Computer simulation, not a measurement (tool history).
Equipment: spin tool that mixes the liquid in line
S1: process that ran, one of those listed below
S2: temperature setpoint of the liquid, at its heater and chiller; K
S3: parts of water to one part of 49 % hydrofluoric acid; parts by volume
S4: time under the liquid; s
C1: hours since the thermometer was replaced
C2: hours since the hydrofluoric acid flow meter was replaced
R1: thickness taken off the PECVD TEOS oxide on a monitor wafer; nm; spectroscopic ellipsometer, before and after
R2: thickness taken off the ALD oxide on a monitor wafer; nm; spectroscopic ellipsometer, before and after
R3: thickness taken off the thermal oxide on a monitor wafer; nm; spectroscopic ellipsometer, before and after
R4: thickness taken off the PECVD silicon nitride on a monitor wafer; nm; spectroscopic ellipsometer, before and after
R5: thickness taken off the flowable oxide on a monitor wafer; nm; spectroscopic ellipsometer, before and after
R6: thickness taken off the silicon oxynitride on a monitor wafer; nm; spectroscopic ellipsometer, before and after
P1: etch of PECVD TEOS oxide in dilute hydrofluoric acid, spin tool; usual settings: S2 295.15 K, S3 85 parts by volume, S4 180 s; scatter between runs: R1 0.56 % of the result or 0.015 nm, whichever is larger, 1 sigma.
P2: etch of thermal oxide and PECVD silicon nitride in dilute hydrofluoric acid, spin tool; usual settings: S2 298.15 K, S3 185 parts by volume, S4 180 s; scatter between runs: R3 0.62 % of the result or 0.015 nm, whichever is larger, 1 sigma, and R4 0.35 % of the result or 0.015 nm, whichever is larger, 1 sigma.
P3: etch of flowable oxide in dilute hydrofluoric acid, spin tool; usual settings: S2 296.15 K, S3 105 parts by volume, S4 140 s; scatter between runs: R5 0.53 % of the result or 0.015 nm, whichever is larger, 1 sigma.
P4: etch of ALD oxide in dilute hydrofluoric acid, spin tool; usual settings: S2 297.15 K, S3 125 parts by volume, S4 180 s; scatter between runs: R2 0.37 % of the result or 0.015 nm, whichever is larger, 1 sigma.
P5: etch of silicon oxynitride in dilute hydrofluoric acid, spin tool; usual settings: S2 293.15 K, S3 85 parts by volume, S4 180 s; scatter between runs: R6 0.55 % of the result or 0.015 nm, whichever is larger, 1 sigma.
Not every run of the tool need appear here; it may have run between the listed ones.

run	day	S1	S2	S3	S4	C1	C2	R1	R2	R3	R4	R5	R6
1	0.229	P1	295.15	85	180	1000.1	897.0	20.2210					
2	0.442	P1	295.15	85	180	1005.2	902.1	20.1780					
3	0.692	P4	297.15	125	20	1011.2	908.1		2.5921				
4	0.858	P2	305.65	185	180	1015.2	912.1			5.7592	9.0334		
5	1.092	P3	296.15	105	140	1020.8	917.7					26.452	
6	1.304	P3	296.15	180	140	1025.9	922.8					14.345	
7	1.462	P1	295.15	85	65	1029.7	926.6	7.2964					
8	1.654	P1	295.15	85	180	1034.3	931.2	20.2020					
9	1.792	P5	293.15	85	180	1037.6	934.5						8.402
10	2.033	P1	295.15	85	180	1043.4	940.3	20.2460					
11	2.258	P1	295.15	85	290	1048.8	945.7	32.6210					
12	2.488	P1	290.15	85	180	1054.3	951.2	16.3060					
13	2.717	P2	298.15	185	180	1059.8	956.7			4.4239	5.7415		
14	2.904	P5	293.15	85	310	1064.3	961.2						14.686
15	3.146	P3	302.15	105	140	1070.1	967.0					33.756	
16	3.421	P4	291.15	125	180	1076.7	973.6		18.2620				
17	3.583	P3	296.15	105	55	1080.6	977.5					10.466	
18	3.750	P4	297.15	125	180	1084.6	981.5		23.4310				
19	3.975	P2	298.15	185	180	1090.0	986.9			4.4707	5.7866		
20	4.167	P4	297.15	175	180	1094.6	991.5		15.7300				
21	4.346	P1	291.15	85	315	1098.9	995.8	29.6330					
22	4.483	P1	295.15	50	180	1102.2	999.1	35.8130					
23	4.725	P2	298.15	185	40	1108.0	1004.9			1.0074	1.2658		
24	4.983	P5	293.15	120	180	1114.2	1011.1						5.851
25	5.246	P1	295.15	85	180	1120.5	1017.4	20.1740					
26	5.383	P1	300.15	85	180	1123.8	1020.7	24.6970					
27	5.558	P2	298.15	290	180	1128.0	1024.9			2.5178	3.6842		
28	5.721	P1	295.15	125	180	1131.9	1028.8	13.0070					
29	5.958	P1	295.15	25	310	1137.6	1034.5	127.1100					
30	6.162	P1	295.15	85	180	1142.5	1039.4	20.3980					
31	6.333	P5	299.15	85	180	1146.6	1043.5						11.317
32	6.562	P1	295.15	85	180	1152.1	1049.0	20.0800					
33	6.708	P1	295.15	85	180	1155.6	1052.5	20.6080					
34	6.954	P1	295.15	85	180	1161.5	1058.4	20.7880					
35	7.192	P1	295.15	85	180	1167.2	1064.1	20.9630					
36	7.329	P1	295.15	85	180	1170.5	1067.4	20.8640					
37	7.583	P1	295.15	85	180	1176.6	1073.5	21.2340					
38	7.792	P1	295.15	85	180	1181.6	1078.5	21.3880					
39	7.942	P1	295.15	85	180	1185.2	1082.1	21.4790					
40	8.104	P1	295.15	85	180	1189.1	1086.0	21.7200					
41	8.329	P1	295.15	85	180	1194.5	1091.4	21.4770					
42	8.533	P1	295.15	85	180	1199.4	1096.3	21.4630					
43	8.708	P1	295.15	85	180	1203.6	1100.5	21.6860					

Compared with where it was, what P1 gives has crept away. Each cause listed below fits the log as well as the rest, at the size given for it:
A: hydrofluoric acid flow above the setpoint (%) = 5.9
B: liquid hotter than its thermometer reads (K) = 1.56
Onset of the creep was near day 6.562.

Question marks stand in for the results of the 4 check runs listed below, each run on one wafer. Under which run would the listed causes show clearly different results?
check 1	8.883	P3	296.15	150	55							?	
check 2	8.883	P5	298.65	120	180								?
check 3	8.883	P4	292.65	125	40				?				
check 4	8.883	P2	304.65	250	180					?	?		

What every check run would give for each of its results, assuming each possible cause in turn:
check	result	if A	if B
check 1	R5	7.3971	7.3457
check 2	R6	8.1209	8.1877
check 3	R2	4.6213	4.6128
check 4	R3	4.0962	4.0009
check 4	R4	6.6511	6.8546
Per check, the gap between the least separated pair of causes, taken in the result that splits them most: check 1 0.7 %; check 2 0.82 %; check 3 0.18 %; check 4 3.01 %
The causes can be told apart only by check 4. The other checks would give nearly the same results under each of them.

With check 4 done, the readings were: R3 4.0197 nm; R4 6.8626 nm. Identify which of the listed causes applies.

Of the candidate causes, it is B: liquid hotter than its thermometer reads (K).
